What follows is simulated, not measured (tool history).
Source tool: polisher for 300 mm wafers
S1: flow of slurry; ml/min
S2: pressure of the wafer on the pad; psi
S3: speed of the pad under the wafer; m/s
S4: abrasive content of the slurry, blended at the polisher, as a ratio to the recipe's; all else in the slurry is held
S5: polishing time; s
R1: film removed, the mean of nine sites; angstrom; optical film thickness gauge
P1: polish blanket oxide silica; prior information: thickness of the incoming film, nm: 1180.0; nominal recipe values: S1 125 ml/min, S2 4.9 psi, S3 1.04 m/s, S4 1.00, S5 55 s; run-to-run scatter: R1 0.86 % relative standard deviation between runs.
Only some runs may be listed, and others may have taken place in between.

Run 1, hour 8.1: S1 125 ml/min, S2 4.9 psi, S3 1.04 m/s, S4 1.00, S5 55 s. Result: R1 2043.50 angstrom.
Run 2, hour 20.4: S1 125 ml/min, S2 4.9 psi, S3 1.04 m/s, S4 1.00, S5 55 s. Result: R1 2047.10 angstrom.
Run 3, hour 27.5: S1 125 ml/min, S2 3.5 psi, S3 1.52 m/s, S4 1.00, S5 55 s. Result: R1 1956.40 angstrom.
Run 4, hour 37.9: S1 125 ml/min, S2 4.9 psi, S3 1.04 m/s, S4 1.00, S5 55 s. Result: R1 2053.60 angstrom.
Run 5, hour 51.9: S1 125 ml/min, S2 4.9 psi, S3 1.04 m/s, S4 1.00, S5 55 s. Result: R1 2007.40 angstrom.
At hour 56.7: conditioning disc replaced and pad reconditioned.
Run 6, hour 65.7: S1 125 ml/min, S2 7.7 psi, S3 1.04 m/s, S4 1.00, S5 55 s. Result: R1 3230.50 angstrom.
Run 7, hour 72.1: S1 125 ml/min, S2 4.9 psi, S3 1.04 m/s, S4 1.00, S5 55 s. Result: R1 2059.00 angstrom.
Run 8, hour 86.2: S1 125 ml/min, S2 4.9 psi, S3 1.04 m/s, S4 1.00, S5 84 s. Result: R1 3108.90 angstrom.
Run 9, hour 93.2: S1 180 ml/min, S2 4.9 psi, S3 1.04 m/s, S4 1.00, S5 55 s. Result: R1 2163.40 angstrom.
Run 10, hour 103.1: S1 125 ml/min, S2 4.9 psi, S3 1.56 m/s, S4 1.00, S5 55 s. Result: R1 2797.70 angstrom.
Run 11, hour 115.5: S1 125 ml/min, S2 4.9 psi, S3 0.58 m/s, S4 1.00, S5 55 s. Result: R1 1274.50 angstrom.
Run 12, hour 124.3: S1 75 ml/min, S2 4.9 psi, S3 1.04 m/s, S4 1.00, S5 55 s. Result: R1 1794.80 angstrom.
Run 13, hour 136.6: S1 125 ml/min, S2 4.9 psi, S3 1.04 m/s, S4 1.00, S5 55 s. Result: R1 2039.50 angstrom.
Run 14, hour 150.6: S1 125 ml/min, S2 4.9 psi, S3 1.04 m/s, S4 0.75, S5 55 s. Result: R1 1763.70 angstrom.
Run 15, hour 160.1: S1 125 ml/min, S2 4.9 psi, S3 1.04 m/s, S4 1.00, S5 55 s. Result: R1 2037.70 angstrom.
Run 16, hour 168.5: S1 125 ml/min, S2 2.2 psi, S3 1.04 m/s, S4 1.00, S5 55 s. Result: R1 897.28 angstrom.
Run 17, hour 181.6: S1 125 ml/min, S2 4.9 psi, S3 1.04 m/s, S4 1.45, S5 55 s. Result: R1 2407.30 angstrom.
Run 18, hour 194.8: S1 125 ml/min, S2 4.9 psi, S3 1.04 m/s, S4 1.00, S5 34 s. Result: R1 1259.00 angstrom.
Run 19, hour 204.3: S1 125 ml/min, S2 4.9 psi, S3 1.04 m/s, S4 1.00, S5 55 s. Result: R1 2043.80 angstrom.
Run 20, hour 215.9: S1 125 ml/min, S2 4.9 psi, S3 1.04 m/s, S4 1.00, S5 55 s. Result: R1 1965.00 angstrom.
Run 21, hour 225.8: S1 125 ml/min, S2 4.9 psi, S3 1.04 m/s, S4 1.00, S5 55 s. Result: R1 1898.40 angstrom.
Run 22, hour 232.4: S1 125 ml/min, S2 4.9 psi, S3 1.04 m/s, S4 1.00, S5 55 s. Result: R1 1919.60 angstrom.
At hour 234.7: worn pad replaced by a new one.
Run 23, hour 242.3: S1 125 ml/min, S2 4.9 psi, S3 1.04 m/s, S4 1.00, S5 55 s. Result: R1 1900.80 angstrom.
At hour 250.8: slurry blender recalibrated.
Run 24, hour 250.9: S1 125 ml/min, S2 4.9 psi, S3 1.04 m/s, S4 1.00, S5 55 s. Result: R1 1866.90 angstrom.
At hour 251.4: conditioning disc replaced and pad reconditioned.
Run 25, hour 263.3: S1 125 ml/min, S2 4.9 psi, S3 1.04 m/s, S4 1.00, S5 55 s. Result: R1 1867.60 angstrom.
Run 26, hour 273.6: S1 125 ml/min, S2 4.9 psi, S3 1.04 m/s, S4 1.00, S5 55 s. Result: R1 1856.10 angstrom.
Run 27, hour 283.9: S1 125 ml/min, S2 4.9 psi, S3 1.04 m/s, S4 1.00, S5 55 s. Result: R1 1846.70 angstrom.

The output of P1 has drifted from where it used to be. Each of the 2 causes below, taken at the size shown beside it, accounts for the log equally well:
A: slurry flow missing at the pad, % = 33.6
B: head's pressure below its setpoint, % = 9.6
The gradual shift began around hour 204.3.
The rest of the possible causes, and what rules out each one:
removal rate lost through wear of the pad, %: maintenance at hour 234.7, after the shift began, did not return the process to its former output
abrasive missing from the slurry, %: maintenance at hour 250.8, after the shift began, did not return the process to its former output
time polished since the conditioner stopped cutting, s: maintenance at hour 251.4, after the shift began, did not return the process to its former output

Below are 4 check runs, each averaged over 2 wafers, with their results shown as question marks. Which of them would give clearly different results depending on which cause is behind the drift?
Run check 1, hour 294.2: S1 125 ml/min, S2 3.6 psi, S3 1.04 m/s, S4 1.00, S5 55 s. Result: R1 ?.
Run check 2, hour 294.2: S1 125 ml/min, S2 2.2 psi, S3 1.04 m/s, S4 1.00, S5 55 s. Result: R1 ?.
Run check 3, hour 294.2: S1 125 ml/min, S2 4.9 psi, S3 1.32 m/s, S4 1.00, S5 35 s. Result: R1 ?.
Run check 4, hour 294.2: S1 75 ml/min, S2 4.9 psi, S3 1.04 m/s, S4 1.00, S5 73 s. Result: R1 ?.

If the cause were each of the candidates in turn, the checks would give the following:
  check  result     if A     if B
check 1      R1  1355.30  1355.40
check 2      R1   828.26   828.32
check 3      R1  1420.60  1420.70
check 4      R1  2031.40  2145.70
How far apart the two closest causes lie, in the result that separates them most: check 1 0.01 %; check 2 0.01 %; check 3 0.01 %; check 4 5.47 %
Only check 4 tells the causes apart: in the others they would give nearly the same result.

With check 4 done, the readings were: R1 2147.10 angstrom. Identify which of the listed causes applies.

It was cause B: head's pressure below its setpoint, %.

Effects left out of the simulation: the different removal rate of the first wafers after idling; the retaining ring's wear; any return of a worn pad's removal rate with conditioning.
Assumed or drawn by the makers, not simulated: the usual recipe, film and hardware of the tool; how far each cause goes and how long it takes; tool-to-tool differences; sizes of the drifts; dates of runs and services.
